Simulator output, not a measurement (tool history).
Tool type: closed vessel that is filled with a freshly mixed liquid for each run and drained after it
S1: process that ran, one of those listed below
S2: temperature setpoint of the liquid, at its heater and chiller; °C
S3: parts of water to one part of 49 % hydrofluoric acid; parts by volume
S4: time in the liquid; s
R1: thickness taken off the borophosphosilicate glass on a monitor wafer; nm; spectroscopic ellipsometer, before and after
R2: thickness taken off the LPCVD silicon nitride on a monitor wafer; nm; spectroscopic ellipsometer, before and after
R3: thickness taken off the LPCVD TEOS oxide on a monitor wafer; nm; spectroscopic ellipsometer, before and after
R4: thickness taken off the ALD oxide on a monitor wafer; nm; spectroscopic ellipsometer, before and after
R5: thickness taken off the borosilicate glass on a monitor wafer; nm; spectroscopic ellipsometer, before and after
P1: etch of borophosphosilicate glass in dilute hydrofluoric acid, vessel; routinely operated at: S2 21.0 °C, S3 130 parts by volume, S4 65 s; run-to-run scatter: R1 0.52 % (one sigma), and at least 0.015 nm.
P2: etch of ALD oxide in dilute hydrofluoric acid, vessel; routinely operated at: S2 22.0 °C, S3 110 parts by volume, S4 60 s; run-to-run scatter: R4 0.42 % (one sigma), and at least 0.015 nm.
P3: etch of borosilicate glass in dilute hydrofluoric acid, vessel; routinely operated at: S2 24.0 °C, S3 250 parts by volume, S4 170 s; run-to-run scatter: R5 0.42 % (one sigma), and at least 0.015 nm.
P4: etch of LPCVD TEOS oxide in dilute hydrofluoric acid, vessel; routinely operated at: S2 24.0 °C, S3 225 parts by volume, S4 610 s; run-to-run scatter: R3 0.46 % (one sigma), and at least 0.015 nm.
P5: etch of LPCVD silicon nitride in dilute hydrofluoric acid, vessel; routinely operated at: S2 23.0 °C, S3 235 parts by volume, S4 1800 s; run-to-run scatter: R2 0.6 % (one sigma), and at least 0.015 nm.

run 1 day=0.292 | S1=P1 S2=21.0 S3=130 S4=65 | R1=25.938
run 2 day=0.492 | S1=P1 S2=21.0 S3=130 S4=65 | R1=25.563
run 3 day=0.900 | S1=P1 S2=21.0 S3=130 S4=65 | R1=25.748
run 4 day=1.225 | S1=P5 S2=23.0 S3=235 S4=1800 | R2=3.6735
run 5 day=1.421 | S1=P4 S2=24.0 S3=225 S4=610 | R3=38.229
run 6 day=1.771 | S1=P2 S2=22.0 S3=175 S4=60 | R4=5.6119
run 7 day=2.150 | S1=P4 S2=24.0 S3=225 S4=1130 | R3=71.035
run 8 day=2.567 | S1=P3 S2=24.0 S3=60 S4=170 | R5=50.4070
run 9 day=2.975 | S1=P3 S2=24.0 S3=250 S4=170 | R5=9.6954
run 10 day=3.329 | S1=P1 S2=21.0 S3=130 S4=115 | R1=45.725
run 11 day=3.642 | S1=P4 S2=24.0 S3=225 S4=610 | R3=38.125
run 12 day=3.912 | S1=P1 S2=21.0 S3=70 S4=110 | R1=87.674
run 13 day=4.321 | S1=P2 S2=17.0 S3=110 S4=60 | R4=7.8156
run 14 day=4.546 | S1=P5 S2=23.0 S3=80 S4=1800 | R2=10.5330
run 15 day=4.746 | S1=P1 S2=24.5 S3=130 S4=65 | R1=29.568
run 16 day=5.121 | S1=P5 S2=23.0 S3=235 S4=3520 | R2=7.1722
run 17 day=5.446 | S1=P4 S2=28.0 S3=225 S4=610 | R3=43.950
run 18 day=5.862 | S1=P2 S2=22.0 S3=110 S4=30 | R4=4.7885
run 19 day=6.217 | S1=P1 S2=17.0 S3=130 S4=65 | R1=21.984
run 20 day=6.462 | S1=P1 S2=21.0 S3=130 S4=65 | R1=25.746
run 21 day=6.775 | S1=P3 S2=24.0 S3=250 S4=280 | R5=16.0100
run 22 day=7.108 | S1=P1 S2=21.0 S3=75 S4=105 | R1=76.777
run 23 day=7.542 | S1=P5 S2=27.5 S3=235 S4=1800 | R2=4.8127
run 24 day=7.933 | S1=P4 S2=24.0 S3=80 S4=610 | R3=126.380
run 25 day=8.354 | S1=P1 S2=21.0 S3=45 S4=65 | R1=82.649
run 26 day=8.721 | S1=P3 S2=19.5 S3=250 S4=170 | R5=8.2810
run 27 day=8.921 | S1=P2 S2=22.0 S3=110 S4=60 | R4=9.6325
run 28 day=9.162 | S1=P2 S2=22.0 S3=110 S4=60 | R4=9.5907
run 29 day=9.408 | S1=P1 S2=21.0 S3=240 S4=65 | R1=12.553
run 30 day=9.758 | S1=P5 S2=23.0 S3=235 S4=1800 | R2=3.6594
run 31 day=9.979 | S1=P1 S2=21.0 S3=130 S4=30 | R1=12.045
run 32 day=10.200 | S1=P1 S2=21.0 S3=130 S4=65 | R1=25.731
run 33 day=10.479 | S1=P3 S2=24.0 S3=250 S4=170 | R5=9.7739
run 34 day=10.867 | S1=P1 S2=21.0 S3=130 S4=65 | R1=25.843
run 35 day=11.100 | S1=P1 S2=21.0 S3=130 S4=65 | R1=25.087
run 36 day=11.312 | S1=P1 S2=21.0 S3=130 S4=65 | R1=24.468
run 37 day=11.608 | S1=P1 S2=21.0 S3=130 S4=65 | R1=24.029
run 38 day=12.042 | S1=P1 S2=21.0 S3=130 S4=65 | R1=24.088
run 39 day=12.408 | S1=P1 S2=21.0 S3=130 S4=65 | R1=23.881
run 40 day=12.738 | S1=P1 S2=21.0 S3=130 S4=65 | R1=23.778
run 41 day=13.038 | S1=P1 S2=21.0 S3=130 S4=65 | R1=23.445

The output of P1 has drifted from where it used to be. Each of the 2 causes below, taken at the size shown beside it, accounts for the log equally well:
A: hydrofluoric acid flow below the setpoint (%) = 7.52
B: liquid colder than its thermometer reads (K) = 2.23
The onset of the drift is placed at about day 10.867.

Question marks stand in for the results of the 4 check runs listed below, each run on one wafer. Under which run would the listed causes show clearly different results?
run check 1 day=13.338 | S1=P4 S2=24.0 S3=140 S4=610 | R3=?
run check 2 day=13.338 | S1=P2 S2=17.5 S3=150 S4=60 | R4=?
run check 3 day=13.338 | S1=P3 S2=24.0 S3=165 S4=275 | R5=?
run check 4 day=13.338 | S1=P5 S2=23.0 S3=235 S4=3000 | R2=?

Check results expected under each cause:
check=check_1 result=R3 if_A=61.434 if_B=61.707
check=check_2 result=R4 if_A=5.1466 if_B=5.1369
check=check_3 result=R5 if_A=23.8830 if_B=24.0690
check=check_4 result=R2 if_A=5.6477 if_B=5.2921
How far apart the two closest causes lie, in the result that separates them most: check 1 0.44 %; check 2 0.19 %; check 3 0.78 %; check 4 6.5 %
Only check 4 tells the causes apart: in the others they would give nearly the same result.

Check 4 has now been run. It gave: R2 5.6431 nm. Which of the candidate causes is it?

The cause is A: hydrofluoric acid flow below the setpoint (%).
